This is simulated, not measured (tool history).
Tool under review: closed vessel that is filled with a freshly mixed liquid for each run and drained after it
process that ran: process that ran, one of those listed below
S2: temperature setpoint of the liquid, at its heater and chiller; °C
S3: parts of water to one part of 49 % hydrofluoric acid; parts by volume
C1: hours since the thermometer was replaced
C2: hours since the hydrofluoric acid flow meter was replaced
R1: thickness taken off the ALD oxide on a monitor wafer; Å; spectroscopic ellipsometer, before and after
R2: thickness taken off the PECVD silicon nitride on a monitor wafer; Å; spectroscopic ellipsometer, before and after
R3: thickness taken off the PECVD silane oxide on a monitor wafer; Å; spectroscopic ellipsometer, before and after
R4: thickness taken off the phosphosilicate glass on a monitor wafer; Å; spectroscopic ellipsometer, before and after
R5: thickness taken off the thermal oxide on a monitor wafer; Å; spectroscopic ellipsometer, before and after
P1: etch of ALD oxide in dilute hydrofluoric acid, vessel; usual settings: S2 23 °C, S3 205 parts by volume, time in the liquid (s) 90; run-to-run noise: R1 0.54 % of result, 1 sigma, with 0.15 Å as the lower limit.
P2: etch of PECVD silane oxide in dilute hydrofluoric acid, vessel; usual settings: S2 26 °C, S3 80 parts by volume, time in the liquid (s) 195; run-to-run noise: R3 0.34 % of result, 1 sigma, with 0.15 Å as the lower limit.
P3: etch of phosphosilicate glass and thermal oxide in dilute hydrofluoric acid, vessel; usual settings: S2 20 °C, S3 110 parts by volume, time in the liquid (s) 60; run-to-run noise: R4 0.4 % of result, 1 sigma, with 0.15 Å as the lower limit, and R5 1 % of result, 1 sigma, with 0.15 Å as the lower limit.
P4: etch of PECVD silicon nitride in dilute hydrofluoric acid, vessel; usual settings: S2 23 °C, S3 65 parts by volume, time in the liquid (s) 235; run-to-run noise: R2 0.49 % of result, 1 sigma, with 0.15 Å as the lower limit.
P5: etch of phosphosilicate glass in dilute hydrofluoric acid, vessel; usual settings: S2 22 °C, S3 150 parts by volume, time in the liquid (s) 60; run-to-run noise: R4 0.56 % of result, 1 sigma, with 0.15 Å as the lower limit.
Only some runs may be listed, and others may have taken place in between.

run 1 day=0.158 | process_that_ran=P1 S2=23 S3=205 time_in_the_liquid_(s)=90 | C1=1235.4 C2=1010.8 | R1=78.146
run 2 day=0.417 | process_that_ran=P1 S2=23 S3=205 time_in_the_liquid_(s)=30 | C1=1241.6 C2=1017 | R1=25.92
run 3 day=0.642 | process_that_ran=P1 S2=23 S3=205 time_in_the_liquid_(s)=90 | C1=1247 C2=1022.4 | R1=77.09
run 4 day=0.946 | process_that_ran=P4 S2=23 S3=25 time_in_the_liquid_(s)=235 | C1=1254.3 C2=1029.7 | R2=297.06
run 5 day=1.092 | process_that_ran=P1 S2=17 S3=205 time_in_the_liquid_(s)=90 | C1=1257.8 C2=1033.2 | R1=61.382
run 6 day=1.292 | process_that_ran=P4 S2=17 S3=65 time_in_the_liquid_(s)=235 | C1=1262.6 C2=1038 | R2=77.164
run 7 day=1.533 | process_that_ran=P2 S2=26 S3=80 time_in_the_liquid_(s)=195 | C1=1268.4 C2=1043.8 | R3=408.41
run 8 day=1.767 | process_that_ran=P3 S2=26 S3=110 time_in_the_liquid_(s)=60 | C1=1274 C2=1049.4 | R4=480.83 R5=28.534
run 9 day=2.079 | process_that_ran=P2 S2=30.5 S3=80 time_in_the_liquid_(s)=195 | C1=1281.5 C2=1056.9 | R3=489.76
run 10 day=2.388 | process_that_ran=P2 S2=26 S3=80 time_in_the_liquid_(s)=385 | C1=1288.9 C2=1064.3 | R3=807.43
run 11 day=2.633 | process_that_ran=P3 S2=20 S3=35 time_in_the_liquid_(s)=60 | C1=1294.8 C2=1070.2 | R4=1299.8 R5=75.833
run 12 day=2.925 | process_that_ran=P1 S2=23 S3=75 time_in_the_liquid_(s)=90 | C1=1301.8 C2=1077.2 | R1=244.36
run 13 day=3.133 | process_that_ran=P5 S2=22 S3=150 time_in_the_liquid_(s)=30 | C1=1306.8 C2=1082.2 | R4=183.81
run 14 day=3.388 | process_that_ran=P3 S2=20 S3=110 time_in_the_liquid_(s)=30 | C1=1312.9 C2=1088.3 | R4=190.59 R5=10.952
run 15 day=3.554 | process_that_ran=P1 S2=23 S3=205 time_in_the_liquid_(s)=135 | C1=1316.9 C2=1092.3 | R1=115.43
run 16 day=3.708 | process_that_ran=P1 S2=30.5 S3=205 time_in_the_liquid_(s)=90 | C1=1320.6 C2=1096 | R1=100.7
run 17 day=3.9 | process_that_ran=P1 S2=23 S3=315 time_in_the_liquid_(s)=90 | C1=1325.2 C2=1100.6 | R1=44.954
run 18 day=4.183 | process_that_ran=P5 S2=22 S3=150 time_in_the_liquid_(s)=60 | C1=1332 C2=1107.4 | R4=367.2
run 19 day=4.404 | process_that_ran=P4 S2=23 S3=65 time_in_the_liquid_(s)=445 | C1=1337.3 C2=1112.7 | R2=219.39
run 20 day=4.688 | process_that_ran=P5 S2=17 S3=150 time_in_the_liquid_(s)=60 | C1=1344.1 C2=1119.5 | R4=299.06
run 21 day=5 | process_that_ran=P1 S2=23 S3=205 time_in_the_liquid_(s)=90 | C1=1351.6 C2=1127 | R1=77.177
run 22 day=5.146 | process_that_ran=P2 S2=26 S3=120 time_in_the_liquid_(s)=195 | C1=1355.1 C2=1130.5 | R3=259.16
run 23 day=5.321 | process_that_ran=P1 S2=26.5 S3=115 time_in_the_liquid_(s)=90 | C1=1359.3 C2=1134.7 | R1=172.68
run 24 day=5.617 | process_that_ran=P3 S2=20 S3=110 time_in_the_liquid_(s)=60 | C1=1366.4 C2=1141.8 | R4=379.68 R5=21.478
run 25 day=5.921 | process_that_ran=P3 S2=20 S3=110 time_in_the_liquid_(s)=60 | C1=1373.7 C2=1149.1 | R4=379.85 R5=22.056
run 26 day=6.088 | process_that_ran=P5 S2=22 S3=40 time_in_the_liquid_(s)=60 | C1=1377.7 C2=1153.1 | R4=1562.4
run 27 day=6.275 | process_that_ran=P1 S2=23 S3=205 time_in_the_liquid_(s)=90 | C1=1382.2 C2=1157.6 | R1=76.586
-- day=6.504 thermometer replaced
run 28 day=6.583 | process_that_ran=P5 S2=22 S3=150 time_in_the_liquid_(s)=60 | C1=2 C2=1165 | R4=368.4
run 29 day=6.9 | process_that_ran=P1 S2=23 S3=205 time_in_the_liquid_(s)=90 | C1=9.6 C2=1172.6 | R1=76.524
run 30 day=7.188 | process_that_ran=P4 S2=23 S3=65 time_in_the_liquid_(s)=235 | C1=16.5 C2=1179.5 | R2=116.27
run 31 day=7.417 | process_that_ran=P1 S2=23 S3=205 time_in_the_liquid_(s)=90 | C1=22 C2=1185 | R1=77.865
run 32 day=7.658 | process_that_ran=P1 S2=23 S3=205 time_in_the_liquid_(s)=90 | C1=27.8 C2=1190.8 | R1=74.992
run 33 day=7.846 | process_that_ran=P1 S2=23 S3=205 time_in_the_liquid_(s)=90 | C1=32.3 C2=1195.3 | R1=74.372
run 34 day=7.983 | process_that_ran=P1 S2=23 S3=205 time_in_the_liquid_(s)=90 | C1=35.6 C2=1198.6 | R1=74.112
run 35 day=8.15 | process_that_ran=P1 S2=23 S3=205 time_in_the_liquid_(s)=90 | C1=39.6 C2=1202.6 | R1=73.851
run 36 day=8.362 | process_that_ran=P1 S2=23 S3=205 time_in_the_liquid_(s)=90 | C1=44.7 C2=1207.7 | R1=73.634
run 37 day=8.504 | process_that_ran=P1 S2=23 S3=205 time_in_the_liquid_(s)=90 | C1=48.1 C2=1211.1 | R1=73.144
run 38 day=8.729 | process_that_ran=P1 S2=23 S3=205 time_in_the_liquid_(s)=90 | C1=53.5 C2=1216.5 | R1=73.629
run 39 day=8.954 | process_that_ran=P1 S2=23 S3=205 time_in_the_liquid_(s)=90 | C1=58.9 C2=1221.9 | R1=72.516
run 40 day=9.238 | process_that_ran=P1 S2=23 S3=205 time_in_the_liquid_(s)=90 | C1=65.7 C2=1228.7 | R1=72.685
run 41 day=9.388 | process_that_ran=P1 S2=23 S3=205 time_in_the_liquid_(s)=90 | C1=69.3 C2=1232.3 | R1=72.398

The output of P1 has drifted from where it used to be. Each of the 2 causes below, taken at the size shown beside it, accounts for the log equally well:
A: hydrofluoric acid flow below the setpoint (%) = 4.6
B: liquid colder than its thermometer reads (K) = 1.53
The creep began at about day 7.417.

Question marks stand in for the results of the 4 check runs listed below, each run on one wafer. Under which run would the listed causes show clearly different results?
run check 1 day=9.538 | process_that_ran=P5 S2=18 S3=150 time_in_the_liquid_(s)=60 | R4=?
run check 2 day=9.538 | process_that_ran=P3 S2=23.5 S3=110 time_in_the_liquid_(s)=60 | R4=? R5=?
run check 3 day=9.538 | process_that_ran=P2 S2=26 S3=110 time_in_the_liquid_(s)=320 | R3=?
run check 4 day=9.538 | process_that_ran=P4 S2=23 S3=50 time_in_the_liquid_(s)=350 | R2=?

Outcome of each check run for each possible cause:
check=check_1 result=R4 if_A=295.87 if_B=293.41
check=check_2 result=R4 if_A=413.68 if_B=410.58
check=check_2 result=R5 if_A=23.869 if_B=23.69
check=check_3 result=R3 if_A=444.47 if_B=441.93
check=check_4 result=R2 if_A=215.01 if_B=202.79
Distance between the nearest two causes, measured in the result of the check that separates them most: check 1 0.84 %; check 2 0.75 %; check 3 0.57 %; check 4 5.85 %
Check 4 tells the causes apart: in the others they would give nearly the same result.

Running check 4 produced the following: R2 203.18 Å. Which one of the listed causes fits?

The cause is B: liquid colder than its thermometer reads (K).

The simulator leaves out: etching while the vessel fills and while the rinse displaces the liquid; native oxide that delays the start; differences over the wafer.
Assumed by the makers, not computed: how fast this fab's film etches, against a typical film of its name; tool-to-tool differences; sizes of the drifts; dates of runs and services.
